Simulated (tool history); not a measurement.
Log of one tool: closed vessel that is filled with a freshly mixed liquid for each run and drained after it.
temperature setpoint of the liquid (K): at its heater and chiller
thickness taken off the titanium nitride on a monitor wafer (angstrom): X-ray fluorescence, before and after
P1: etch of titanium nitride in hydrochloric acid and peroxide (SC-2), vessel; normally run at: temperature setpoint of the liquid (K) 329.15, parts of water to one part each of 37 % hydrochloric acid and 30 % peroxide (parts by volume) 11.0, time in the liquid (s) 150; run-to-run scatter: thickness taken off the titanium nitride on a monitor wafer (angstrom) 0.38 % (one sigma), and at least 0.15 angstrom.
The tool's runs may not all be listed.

| run | hour | temperature setpoint of the liquid (K) | parts of water to one part each of 37 % hydrochloric acid and 30 % peroxide (parts by volume) | time in the liquid (s) | thickness taken off the titanium nitride on a monitor wafer (angstrom) |
|---|---|---|---|---|---|
| 1 | 11.7 | 329.15 | 11.0 | 150 | 58.948 |
| 2 | 22.3 | 329.15 | 11.0 | 150 | 60.188 |
| 3 | 34.9 | 329.15 | 11.0 | 150 | 59.465 |
| 4 | 46.6 | 329.15 | 11.0 | 150 | 59.925 |
| 5 | 61.1 | 314.15 | 11.0 | 150 | 21.785 |
| 6 | 76.6 | 316.65 | 6.5 | 150 | 39.634 |
| 7 | 88.0 | 314.15 | 19.5 | 150 | 13.427 |
| 8 | 107.2 | 329.15 | 11.0 | 80 | 31.712 |
| 9 | 121.6 | 338.65 | 11.0 | 150 | 108.050 |
| 10 | 137.9 | 329.15 | 11.0 | 150 | 59.459 |
| 11 | 152.9 | 329.15 | 11.0 | 290 | 115.280 |
| 12 | 166.0 | 329.15 | 11.0 | 150 | 59.499 |
| 13 | 179.5 | 329.15 | 19.5 | 150 | 36.069 |
| 14 | 197.6 | 329.15 | 11.0 | 150 | 59.621 |

Forecast run 15:
| 15 | 206.7 | 329.15 | 4.0 | 150 | ? |

thickness taken off the titanium nitride on a monitor wafer (angstrom): 128.000
